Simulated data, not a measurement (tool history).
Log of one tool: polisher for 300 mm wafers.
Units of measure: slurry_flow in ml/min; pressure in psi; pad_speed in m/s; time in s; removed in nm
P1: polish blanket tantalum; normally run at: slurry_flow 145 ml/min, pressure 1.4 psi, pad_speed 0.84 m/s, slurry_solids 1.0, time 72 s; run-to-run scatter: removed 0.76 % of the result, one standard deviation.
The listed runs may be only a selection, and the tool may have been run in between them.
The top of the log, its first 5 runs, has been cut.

run,day,slurry_flow,pressure,pad_speed,slurry_solids,time,removed
6,2.371,145,1.4,0.84,1.0,111,96.654
7,2.808,145,1.0,1.18,1.0,72,62.962
8,3.146,145,0.8,0.84,1.0,72,35.834
9,3.517,145,2.0,1.12,1.0,72,118.240
10,3.971,145,1.4,1.16,1.0,72,86.248
11,4.392,145,1.4,0.84,1.0,72,62.911
12,4.638,145,1.4,0.84,1.0,72,62.037
13,5.038,145,1.4,0.84,1.0,72,63.010
# day 5.046: head pressure recalibrated
14,5.342,85,1.4,0.84,1.0,72,55.690
15,5.792,195,1.4,0.84,1.0,72,66.766
16,6.279,145,1.4,0.48,1.0,72,36.093
17,6.712,145,1.4,0.84,1.0,72,62.126
18,7.175,180,1.1,0.84,1.0,72,50.719
# day 7.504: slurry blender recalibrated
19,7.654,145,1.4,0.84,1.0,72,63.374
20,7.992,145,1.4,0.84,1.0,72,62.863
21,8.362,145,1.4,0.84,1.0,72,62.333
22,8.804,145,1.4,0.84,1.0,72,59.871
23,9.188,145,1.4,0.84,1.0,72,58.885
24,9.521,145,1.4,0.84,1.0,72,57.949
25,9.867,145,1.4,0.84,1.0,72,57.093
# day 10.300: slurry nozzle cleaned
26,10.333,145,1.4,0.84,1.0,72,57.579

Run 27 has not been measured yet. What should we expect?
27,10.688,145,1.4,0.84,1.0,72,?

Run 27 came out at removed 56.758 nm.
